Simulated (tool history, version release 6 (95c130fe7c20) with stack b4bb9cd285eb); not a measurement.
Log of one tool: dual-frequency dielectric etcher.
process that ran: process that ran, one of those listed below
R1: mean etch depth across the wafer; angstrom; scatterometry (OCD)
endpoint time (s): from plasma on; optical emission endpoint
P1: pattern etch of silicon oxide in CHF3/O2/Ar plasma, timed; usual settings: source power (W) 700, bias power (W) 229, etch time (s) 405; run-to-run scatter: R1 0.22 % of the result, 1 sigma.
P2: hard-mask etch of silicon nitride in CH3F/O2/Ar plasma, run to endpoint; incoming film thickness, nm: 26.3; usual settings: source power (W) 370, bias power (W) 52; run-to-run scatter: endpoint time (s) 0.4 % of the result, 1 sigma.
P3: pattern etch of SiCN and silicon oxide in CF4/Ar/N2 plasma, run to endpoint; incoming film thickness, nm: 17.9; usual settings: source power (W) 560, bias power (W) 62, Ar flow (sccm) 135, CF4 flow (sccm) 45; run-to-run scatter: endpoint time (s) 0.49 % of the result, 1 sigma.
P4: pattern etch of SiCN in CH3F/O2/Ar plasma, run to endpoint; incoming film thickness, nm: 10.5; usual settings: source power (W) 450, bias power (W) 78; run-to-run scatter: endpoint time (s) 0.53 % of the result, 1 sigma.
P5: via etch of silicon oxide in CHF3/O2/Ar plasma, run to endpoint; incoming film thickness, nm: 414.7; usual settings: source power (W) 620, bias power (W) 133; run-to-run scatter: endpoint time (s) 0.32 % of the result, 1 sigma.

Run 1, hour 1.9: process that ran P1, source power (W) 700, bias power (W) 229, etch time (s) 405. Result: R1 9217.7 angstrom.
Run 2, hour 6.1: process that ran P2, source power (W) 370, bias power (W) 52. Result: endpoint time (s) 43.030.
Run 3, hour 9.9: process that ran P4, source power (W) 450, bias power (W) 78. Result: endpoint time (s) 27.267.
Run 4, hour 13.7: process that ran P2, source power (W) 500, bias power (W) 52. Result: endpoint time (s) 37.989.
Run 5, hour 16.4: process that ran P5, source power (W) 620, bias power (W) 133. Result: endpoint time (s) 229.500.
Run 6, hour 18.8: process that ran P2, source power (W) 370, bias power (W) 33. Result: endpoint time (s) 49.568.
Run 7, hour 21.2: process that ran P5, source power (W) 620, bias power (W) 80. Result: endpoint time (s) 265.710.
Run 8, hour 25.2: process that ran P2, source power (W) 370, bias power (W) 52. Result: endpoint time (s) 42.886.
Run 9, hour 28.3: process that ran P1, source power (W) 700, bias power (W) 149, etch time (s) 405. Result: R1 7983.7 angstrom.
Run 10, hour 30.5: process that ran P3, source power (W) 560, bias power (W) 62, Ar flow (sccm) 135, CF4 flow (sccm) 45. Result: endpoint time (s) 21.202.
Run 11, hour 34.9: process that ran P1, source power (W) 700, bias power (W) 288, etch time (s) 405. Result: R1 9980.8 angstrom.
Run 12, hour 37.2: process that ran P1, source power (W) 570, bias power (W) 300, etch time (s) 405. Result: R1 9419.5 angstrom.
Run 13, hour 39.7: process that ran P1, source power (W) 700, bias power (W) 229, etch time (s) 223. Result: R1 5059.1 angstrom.
Run 14, hour 42.3: process that ran P1, source power (W) 700, bias power (W) 229, etch time (s) 405. Result: R1 9238.8 angstrom.
Run 15, hour 45.4: process that ran P4, source power (W) 630, bias power (W) 78. Result: endpoint time (s) 23.925.
Run 16, hour 49.1: process that ran P1, source power (W) 700, bias power (W) 229, etch time (s) 405. Result: R1 9211.5 angstrom.
Run 17, hour 51.3: process that ran P3, source power (W) 560, bias power (W) 62, Ar flow (sccm) 135, CF4 flow (sccm) 58. Result: endpoint time (s) 20.231.
Run 18, hour 54.7: process that ran P1, source power (W) 700, bias power (W) 229, etch time (s) 405. Result: R1 9206.8 angstrom.

Forecast run 19:
Run 19, hour 58.9: process that ran P3, source power (W) 560, bias power (W) 62, Ar flow (sccm) 103, CF4 flow (sccm) 45. Result: endpoint time (s) ?.

Run 19 gave endpoint time (s) 20.203.
